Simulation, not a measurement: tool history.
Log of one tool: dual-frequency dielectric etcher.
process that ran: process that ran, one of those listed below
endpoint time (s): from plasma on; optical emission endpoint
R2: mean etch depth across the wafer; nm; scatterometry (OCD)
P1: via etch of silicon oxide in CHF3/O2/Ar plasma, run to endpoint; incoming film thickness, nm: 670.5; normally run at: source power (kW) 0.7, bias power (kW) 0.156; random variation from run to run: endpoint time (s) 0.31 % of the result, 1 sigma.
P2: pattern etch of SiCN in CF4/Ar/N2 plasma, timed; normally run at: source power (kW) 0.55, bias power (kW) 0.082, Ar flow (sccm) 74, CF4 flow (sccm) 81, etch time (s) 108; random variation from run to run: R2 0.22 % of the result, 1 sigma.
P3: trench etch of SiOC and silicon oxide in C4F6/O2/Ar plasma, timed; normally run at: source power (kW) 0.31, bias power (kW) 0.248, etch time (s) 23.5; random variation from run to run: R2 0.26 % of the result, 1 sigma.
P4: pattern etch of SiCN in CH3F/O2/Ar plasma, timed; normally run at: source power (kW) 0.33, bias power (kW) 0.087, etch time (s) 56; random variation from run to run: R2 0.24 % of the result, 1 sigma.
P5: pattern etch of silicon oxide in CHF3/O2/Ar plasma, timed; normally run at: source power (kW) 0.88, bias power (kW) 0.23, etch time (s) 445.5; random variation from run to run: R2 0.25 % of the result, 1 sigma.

run 1 hour=5.8 | process_that_ran=P1 source_power_(kW)=0.7 bias_power_(kW)=0.156 | endpoint_time_(s)=346.03
run 2 hour=13.8 | process_that_ran=P5 source_power_(kW)=0.88 bias_power_(kW)=0.23 etch_time_(s)=445.5 | R2=1100.6
run 3 hour=21.3 | process_that_ran=P3 source_power_(kW)=0.31 bias_power_(kW)=0.248 etch_time_(s)=23.5 | R2=45.451
run 4 hour=25.6 | process_that_ran=P1 source_power_(kW)=0.7 bias_power_(kW)=0.156 | endpoint_time_(s)=345.32
run 5 hour=33.4 | process_that_ran=P1 source_power_(kW)=0.54 bias_power_(kW)=0.215 | endpoint_time_(s)=342.47
run 6 hour=41.1 | process_that_ran=P1 source_power_(kW)=0.7 bias_power_(kW)=0.156 | endpoint_time_(s)=344.88
run 7 hour=49.1 | process_that_ran=P1 source_power_(kW)=0.88 bias_power_(kW)=0.156 | endpoint_time_(s)=315.61
run 8 hour=53.4 | process_that_ran=P1 source_power_(kW)=0.7 bias_power_(kW)=0.118 | endpoint_time_(s)=377.45
run 9 hour=61.2 | process_that_ran=P2 source_power_(kW)=0.55 bias_power_(kW)=0.082 etch_time_(s)=108 Ar_flow_(sccm)=47 CF4_flow_(sccm)=81 | R2=127.61
run 10 hour=69.3 | process_that_ran=P5 source_power_(kW)=0.88 bias_power_(kW)=0.292 etch_time_(s)=445.5 | R2=1199.7
run 11 hour=73.6 | process_that_ran=P1 source_power_(kW)=0.5 bias_power_(kW)=0.156 | endpoint_time_(s)=393.53
run 12 hour=80.4 | process_that_ran=P1 source_power_(kW)=0.7 bias_power_(kW)=0.156 | endpoint_time_(s)=346.59
run 13 hour=88.8 | process_that_ran=P1 source_power_(kW)=0.7 bias_power_(kW)=0.187 | endpoint_time_(s)=326.79
run 14 hour=93.6 | process_that_ran=P3 source_power_(kW)=0.31 bias_power_(kW)=0.248 etch_time_(s)=33.5 | R2=64.64
run 15 hour=102 | process_that_ran=P4 source_power_(kW)=0.24 bias_power_(kW)=0.087 etch_time_(s)=56 | R2=19.238
run 16 hour=106.3 | process_that_ran=P5 source_power_(kW)=0.88 bias_power_(kW)=0.23 etch_time_(s)=268 | R2=662.46
run 17 hour=113.9 | process_that_ran=P4 source_power_(kW)=0.33 bias_power_(kW)=0.087 etch_time_(s)=56 | R2=21.648
run 18 hour=121.5 | process_that_ran=P2 source_power_(kW)=0.55 bias_power_(kW)=0.082 etch_time_(s)=108 Ar_flow_(sccm)=74 CF4_flow_(sccm)=81 | R2=120.93
run 19 hour=126.8 | process_that_ran=P3 source_power_(kW)=0.31 bias_power_(kW)=0.248 etch_time_(s)=23.5 | R2=45.398
run 20 hour=133.7 | process_that_ran=P4 source_power_(kW)=0.33 bias_power_(kW)=0.062 etch_time_(s)=56 | R2=19.094
run 21 hour=142.7 | process_that_ran=P4 source_power_(kW)=0.33 bias_power_(kW)=0.087 etch_time_(s)=42 | R2=16.213
run 22 hour=151.8 | process_that_ran=P1 source_power_(kW)=0.7 bias_power_(kW)=0.156 | endpoint_time_(s)=346.4
run 23 hour=160.4 | process_that_ran=P2 source_power_(kW)=0.55 bias_power_(kW)=0.082 etch_time_(s)=156.5 Ar_flow_(sccm)=74 CF4_flow_(sccm)=81 | R2=176.45
run 24 hour=167.6 | process_that_ran=P3 source_power_(kW)=0.31 bias_power_(kW)=0.349 etch_time_(s)=23.5 | R2=51.103
run 25 hour=176.2 | process_that_ran=P2 source_power_(kW)=0.42 bias_power_(kW)=0.082 etch_time_(s)=108 Ar_flow_(sccm)=74 CF4_flow_(sccm)=81 | R2=95.421
run 26 hour=182.6 | process_that_ran=P1 source_power_(kW)=0.7 bias_power_(kW)=0.156 | endpoint_time_(s)=344.56
run 27 hour=190 | process_that_ran=P5 source_power_(kW)=1.25 bias_power_(kW)=0.23 etch_time_(s)=445.5 | R2=1263.3
run 28 hour=198.7 | process_that_ran=P2 source_power_(kW)=0.55 bias_power_(kW)=0.05 etch_time_(s)=108 Ar_flow_(sccm)=74 CF4_flow_(sccm)=81 | R2=103.3
run 29 hour=206 | process_that_ran=P2 source_power_(kW)=0.55 bias_power_(kW)=0.082 etch_time_(s)=108 Ar_flow_(sccm)=74 CF4_flow_(sccm)=60 | R2=116.16
run 30 hour=214.8 | process_that_ran=P3 source_power_(kW)=0.41 bias_power_(kW)=0.248 etch_time_(s)=23.5 | R2=50.682
run 31 hour=223.6 | process_that_ran=P5 source_power_(kW)=0.88 bias_power_(kW)=0.23 etch_time_(s)=445.5 | R2=1102.4
run 32 hour=227.5 | process_that_ran=P1 source_power_(kW)=0.7 bias_power_(kW)=0.156 | endpoint_time_(s)=345.24
run 33 hour=235.7 | process_that_ran=P1 source_power_(kW)=0.7 bias_power_(kW)=0.156 | endpoint_time_(s)=348.53
run 34 hour=244.2 | process_that_ran=P1 source_power_(kW)=0.7 bias_power_(kW)=0.156 | endpoint_time_(s)=347.23
run 35 hour=252 | process_that_ran=P1 source_power_(kW)=0.7 bias_power_(kW)=0.156 | endpoint_time_(s)=349.19
run 36 hour=258.4 | process_that_ran=P1 source_power_(kW)=0.7 bias_power_(kW)=0.156 | endpoint_time_(s)=350.27
-- hour=260.9 wet clean of the chamber
run 37 hour=266.5 | process_that_ran=P1 source_power_(kW)=0.7 bias_power_(kW)=0.156 | endpoint_time_(s)=351.38
run 38 hour=274.8 | process_that_ran=P1 source_power_(kW)=0.7 bias_power_(kW)=0.156 | endpoint_time_(s)=352.04
run 39 hour=278.9 | process_that_ran=P1 source_power_(kW)=0.7 bias_power_(kW)=0.156 | endpoint_time_(s)=351.02
run 40 hour=283.1 | process_that_ran=P1 source_power_(kW)=0.7 bias_power_(kW)=0.156 | endpoint_time_(s)=350.76
run 41 hour=291.9 | process_that_ran=P1 source_power_(kW)=0.7 bias_power_(kW)=0.156 | endpoint_time_(s)=349.44

What P1 gives has crept away from where it was. These 2 causes fit the log equally well, each at the size given:
A: bias power that arrives under what is set, % = 4.77
B: source power that arrives under what is set, % = 3.97
The creep began at about hour 227.5.
Why every other cause is out:
chamber walls in a state that lowers the etch rate, %: serviced at hour 260.9, which brought nothing back

4 check runs are offered, one wafer each, their results left as question marks. Which one tells the causes apart?
run check 1 hour=300.7 | process_that_ran=P2 source_power_(kW)=0.55 bias_power_(kW)=0.069 etch_time_(s)=108 Ar_flow_(sccm)=52 CF4_flow_(sccm)=81 | R2=?
run check 2 hour=300.7 | process_that_ran=P4 source_power_(kW)=0.28 bias_power_(kW)=0.087 etch_time_(s)=44.5 | R2=?
run check 3 hour=300.7 | process_that_ran=P5 source_power_(kW)=1.16 bias_power_(kW)=0.23 etch_time_(s)=340.5 | R2=?
run check 4 hour=300.7 | process_that_ran=P3 source_power_(kW)=0.31 bias_power_(kW)=0.34 etch_time_(s)=23.5 | R2=?

What each check would give under each cause:
check=check_1 result=R2 if_A=117.8 if_B=115.3
check=check_2 result=R2 if_A=15.87 if_B=15.924
check=check_3 result=R2 if_A=921.02 if_B=921.87
check=check_4 result=R2 if_A=49.945 if_B=50.069
How far apart the two closest causes lie, in the result that separates them most: check 1 2.14 %; check 2 0.34 %; check 3 0.09 %; check 4 0.25 %
Check 1 tells the causes apart: in the others they would give nearly the same result.

Check 1 was then run and gave: R2 115.53 nm. Which cause is it?

It is B: source power that arrives under what is set, %.
